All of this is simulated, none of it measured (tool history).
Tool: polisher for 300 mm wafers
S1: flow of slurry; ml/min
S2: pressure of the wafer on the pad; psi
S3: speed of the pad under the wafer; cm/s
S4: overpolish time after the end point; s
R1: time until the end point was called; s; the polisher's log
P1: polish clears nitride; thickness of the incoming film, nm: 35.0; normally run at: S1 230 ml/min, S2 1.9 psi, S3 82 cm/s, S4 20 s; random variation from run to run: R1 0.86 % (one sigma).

run   hour   S1   S2   S3  S4       R1
  1    7.6  230  1.9   82  20   58.030
  2   19.2  355  1.9   82  20   55.643
  3   31.7  230  1.9   82  40   58.244
  4   39.1  230  1.9   82  20   57.057
  5   47.5  140  1.9   82  20   62.066
  6   60.4  230  1.9   82  20   57.588
  7   73.8  230  1.9   44  20  106.580
  8   88.1  230  1.9   82  20   58.181
  9   99.2  230  1.9   82  20   57.777
 10  108.6  230  0.9   82  20  122.010
 11  117.7  230  1.9   82  20   56.687
 12  127.3  145  1.9   40  20  126.100
 13  137.0  230  1.9   82   8   57.585
 14  153.2  230  2.9   82  20   37.649
     158.0  -- slurry nozzle cleaned
 15  165.4  230  1.9   82  20   57.879
     167.8  -- head pressure recalibrated
 16  182.0  230  1.9   44   6  107.520
 17  198.9  230  1.9  110  20   43.017
 18  208.0  230  1.9   82  20   57.853
 19  216.9  230  1.9   82  20   58.150
 20  226.4  230  1.9   82  20   59.341
 21  240.5  230  1.9   82  20   60.953
 22  252.6  230  1.9   82  20   60.840
 23  263.6  230  1.9   82  20   61.742
 24  278.3  230  1.9   82  20   61.911
     279.5  -- head pressure recalibrated
 25  287.3  230  1.9   82  20   61.938
 26  295.1  230  1.9   82  20   61.491
 27  305.4  230  1.9   82  20   62.080
 28  321.6  230  1.9   82  20   62.068

What P1 gives has crept away from where it was. These 2 causes fit the log equally well, each at the size given:
A: removal rate lost through wear of the pad, % = 7.16
B: slurry flow missing at the pad, % = 39.2
The creep began at about hour 208.0.
Why every other cause is out:
head's pressure below its setpoint, %: serviced at hour 279.5, which brought nothing back

4 check runs are offered, each on 3 wafers whose results are averaged, their results left as question marks. Which one tells the causes apart?
check 1  337.8  230  1.9  82  28   ?
check 2  337.8  230  1.2  82  20   ?
check 3  337.8  140  1.9  82  20   ?
check 4  337.8  230  1.9  44  20   ?

What each check would give under each cause:
  check  result     if A     if B
check 1      R1   61.834   61.829
check 2      R1   97.904   97.897
check 3      R1   66.584   69.468
check 4      R1  115.240  115.230
How far apart the two closest causes lie, in the result that separates them most: check 1 0.01 %; check 2 0.01 %; check 3 4.24 %; check 4 0.01 %
Check 3 tells the causes apart: in the others they would give nearly the same result.

Check 3 was then run and gave: R1 66.325 s. Which cause is it?

It is A: removal rate lost through wear of the pad, %.
